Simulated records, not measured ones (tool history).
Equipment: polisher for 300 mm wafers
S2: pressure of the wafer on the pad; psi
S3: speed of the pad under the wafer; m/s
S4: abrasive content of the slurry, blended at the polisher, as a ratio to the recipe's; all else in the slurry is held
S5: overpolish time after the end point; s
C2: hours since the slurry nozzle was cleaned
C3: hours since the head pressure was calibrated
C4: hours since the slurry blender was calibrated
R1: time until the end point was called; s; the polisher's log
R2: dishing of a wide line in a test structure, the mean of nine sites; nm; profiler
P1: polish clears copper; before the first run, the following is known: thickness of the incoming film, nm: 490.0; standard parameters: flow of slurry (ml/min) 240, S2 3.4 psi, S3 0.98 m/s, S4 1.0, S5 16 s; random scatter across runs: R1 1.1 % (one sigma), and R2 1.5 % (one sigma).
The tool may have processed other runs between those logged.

Run 1, hour 4.4: flow of slurry (ml/min) 240, S2 3.4 psi, S3 0.98 m/s, S4 1.0, S5 16 s; wafers polished on this pad 409; C2 285.9; C3 122.6; C4 100.9. Result: R1 161.57 s, R2 31.763 nm.
Run 2, hour 11.5: flow of slurry (ml/min) 240, S2 4.8 psi, S3 0.46 m/s, S4 1.0, S5 16 s; wafers polished on this pad 474; C2 293.0; C3 129.7; C4 108.0. Result: R1 239.70 s, R2 22.908 nm.
At hour 13.4: slurry blender recalibrated.
Run 3, hour 16.4: flow of slurry (ml/min) 240, S2 3.4 psi, S3 0.98 m/s, S4 1.4, S5 16 s; wafers polished on this pad 519; C2 297.9; C3 134.6; C4 3.0. Result: R1 150.85 s, R2 33.609 nm.
Run 4, hour 21.8: flow of slurry (ml/min) 310, S2 3.4 psi, S3 0.98 m/s, S4 1.0, S5 16 s; wafers polished on this pad 568; C2 303.3; C3 140.0; C4 8.4. Result: R1 155.22 s, R2 33.058 nm.
Run 5, hour 27.5: flow of slurry (ml/min) 145, S2 3.4 psi, S3 0.98 m/s, S4 1.0, S5 16 s; wafers polished on this pad 620; C2 309.0; C3 145.7; C4 14.1. Result: R1 170.92 s, R2 29.983 nm.
Run 6, hour 33.7: flow of slurry (ml/min) 240, S2 3.4 psi, S3 0.98 m/s, S4 1.0, S5 16 s; wafers polished on this pad 677; C2 315.2; C3 151.9; C4 20.3. Result: R1 161.21 s, R2 32.050 nm.
Run 7, hour 40.9: flow of slurry (ml/min) 240, S2 2.1 psi, S3 0.98 m/s, S4 1.0, S5 16 s; wafers polished on this pad 743; C2 322.4; C3 159.1; C4 27.5. Result: R1 256.41 s, R2 21.365 nm.
Run 8, hour 46.7: flow of slurry (ml/min) 240, S2 3.4 psi, S3 0.98 m/s, S4 1.0, S5 5 s; wafers polished on this pad 796; C2 328.2; C3 164.9; C4 33.3. Result: R1 159.98 s, R2 11.415 nm.
Run 9, hour 52.0: flow of slurry (ml/min) 240, S2 5.4 psi, S3 0.98 m/s, S4 1.0, S5 16 s; wafers polished on this pad 844; C2 333.5; C3 170.2; C4 38.6. Result: R1 101.76 s, R2 47.587 nm.
Run 10, hour 58.1: flow of slurry (ml/min) 240, S2 3.4 psi, S3 1.26 m/s, S4 1.0, S5 16 s; wafers polished on this pad 900; C2 339.6; C3 176.3; C4 44.7. Result: R1 126.37 s, R2 38.075 nm.
Run 11, hour 65.0: flow of slurry (ml/min) 240, S2 3.4 psi, S3 0.98 m/s, S4 1.0, S5 26 s; wafers polished on this pad 963; C2 346.5; C3 183.2; C4 51.6. Result: R1 157.08 s, R2 47.263 nm.
Run 12, hour 71.3: flow of slurry (ml/min) 240, S2 3.4 psi, S3 0.98 m/s, S4 1.0, S5 16 s; wafers polished on this pad 1020; C2 352.8; C3 189.5; C4 57.9. Result: R1 164.89 s, R2 32.179 nm.
Run 13, hour 75.9: flow of slurry (ml/min) 240, S2 3.4 psi, S3 0.98 m/s, S4 0.5, S5 16 s; wafers polished on this pad 1063; C2 357.4; C3 194.1; C4 62.5. Result: R1 186.63 s, R2 28.278 nm.
Run 14, hour 81.1: flow of slurry (ml/min) 240, S2 3.4 psi, S3 0.98 m/s, S4 1.0, S5 16 s; wafers polished on this pad 1110; C2 362.6; C3 199.3; C4 67.7. Result: R1 159.19 s, R2 32.222 nm.
Run 15, hour 87.3: flow of slurry (ml/min) 240, S2 3.4 psi, S3 0.98 m/s, S4 1.0, S5 16 s; wafers polished on this pad 1167; C2 368.8; C3 205.5; C4 73.9. Result: R1 161.19 s, R2 32.373 nm.
Run 16, hour 92.1: flow of slurry (ml/min) 240, S2 3.4 psi, S3 0.48 m/s, S4 1.0, S5 16 s; wafers polished on this pad 1211; C2 373.6; C3 210.3; C4 78.7. Result: R1 318.68 s, R2 17.109 nm.
Run 17, hour 96.4: flow of slurry (ml/min) 240, S2 3.4 psi, S3 0.98 m/s, S4 1.0, S5 16 s; wafers polished on this pad 1250; C2 377.9; C3 214.6; C4 83.0. Result: R1 160.20 s, R2 31.913 nm.
Run 18, hour 102.9: flow of slurry (ml/min) 240, S2 3.4 psi, S3 0.98 m/s, S4 1.0, S5 16 s; wafers polished on this pad 1309; C2 384.4; C3 221.1; C4 89.5. Result: R1 162.65 s, R2 30.689 nm.
Run 19, hour 109.9: flow of slurry (ml/min) 240, S2 3.4 psi, S3 0.98 m/s, S4 1.0, S5 16 s; wafers polished on this pad 1373; C2 391.4; C3 228.1; C4 96.5. Result: R1 167.51 s, R2 30.739 nm.
Run 20, hour 114.8: flow of slurry (ml/min) 240, S2 3.4 psi, S3 0.98 m/s, S4 1.0, S5 16 s; wafers polished on this pad 1418; C2 396.3; C3 233.0; C4 101.4. Result: R1 167.17 s, R2 30.650 nm.
Run 21, hour 118.5: flow of slurry (ml/min) 240, S2 3.4 psi, S3 0.98 m/s, S4 1.0, S5 16 s; wafers polished on this pad 1452; C2 400.0; C3 236.7; C4 105.1. Result: R1 171.28 s, R2 30.693 nm.
At hour 121.3: worn pad replaced by a new one.
Run 22, hour 123.3: flow of slurry (ml/min) 240, S2 3.4 psi, S3 0.98 m/s, S4 1.0, S5 16 s; wafers polished on this pad 18; C2 404.8; C3 241.5; C4 109.9. Result: R1 171.57 s, R2 29.870 nm.
Run 23, hour 127.1: flow of slurry (ml/min) 240, S2 3.4 psi, S3 0.98 m/s, S4 1.0, S5 16 s; wafers polished on this pad 53; C2 408.6; C3 245.3; C4 113.7. Result: R1 168.08 s, R2 30.075 nm.
Run 24, hour 133.7: flow of slurry (ml/min) 240, S2 3.4 psi, S3 0.98 m/s, S4 1.0, S5 16 s; wafers polished on this pad 113; C2 415.2; C3 251.9; C4 120.3. Result: R1 173.55 s, R2 29.810 nm.
At hour 134.6: head pressure recalibrated.
Run 25, hour 138.9: flow of slurry (ml/min) 240, S2 3.4 psi, S3 0.98 m/s, S4 1.0, S5 16 s; wafers polished on this pad 160; C2 420.4; C3 4.4; C4 125.5. Result: R1 171.39 s, R2 30.044 nm.
Run 26, hour 142.3: flow of slurry (ml/min) 240, S2 3.4 psi, S3 0.98 m/s, S4 1.0, S5 16 s; wafers polished on this pad 192; C2 423.8; C3 7.8; C4 128.9. Result: R1 170.75 s, R2 29.822 nm.
Run 27, hour 148.0: flow of slurry (ml/min) 240, S2 3.4 psi, S3 0.98 m/s, S4 1.0, S5 16 s; wafers polished on this pad 244; C2 429.5; C3 13.5; C4 134.6. Result: R1 171.05 s, R2 30.270 nm.

P1 no longer gives what it gave before; its output has crept away from where it was. The following 2 causes, each at its listed size, fit the log equally well:
A: abrasive missing from the slurry, % = 28.5
B: slurry flow missing at the pad, % = 39.3
The creep began at about hour 96.4.
What rules out each remaining cause:
removal rate lost through wear of the pad, %: work on it at hour 121.3, done after the drift set in, did not restore what the process gave before
head's pressure below its setpoint, %: work on it at hour 134.6, done after the drift set in, did not restore what the process gave before

Each of the check runs listed below is run on 5 wafers and reports their average, with the results left as question marks. Pick the one under which the possible causes would lead to clearly different results.
Run check 1, hour 153.7: flow of slurry (ml/min) 240, S2 3.4 psi, S3 0.72 m/s, S4 1.0, S5 16 s. Result: R1 ?, R2 ?.
Run check 2, hour 153.7: flow of slurry (ml/min) 240, S2 3.4 psi, S3 0.98 m/s, S4 1.0, S5 5 s. Result: R1 ?, R2 ?.
Run check 3, hour 153.7: flow of slurry (ml/min) 240, S2 2.5 psi, S3 0.98 m/s, S4 1.0, S5 16 s. Result: R1 ?, R2 ?.
Run check 4, hour 153.7: flow of slurry (ml/min) 145, S2 4.2 psi, S3 0.98 m/s, S4 1.0, S5 16 s. Result: R1 ?, R2 ?.

What each check would give under each cause:
  check  result    if A    if B
check 1      R1  234.59  234.59
check 1      R2  23.133  23.133
check 2      R1  172.35  172.35
check 2      R2  10.508  10.508
check 3      R1  234.40  234.40
check 3      R2  22.957  22.957
check 4      R1  149.83  156.15
check 4      R2  34.239  33.076
Per check, the gap between the least separated pair of causes, taken in the result that splits them most: check 1 0 %; check 2 0 %; check 3 0 %; check 4 4.13 %
Only in check 4 would the causes give clearly different results; in the remaining checks their results would be nearly the same.

Then check 4 was run and gave: R1 156.57 s; R2 32.925 nm. Which cause is it?

The cause is B: slurry flow missing at the pad, %.
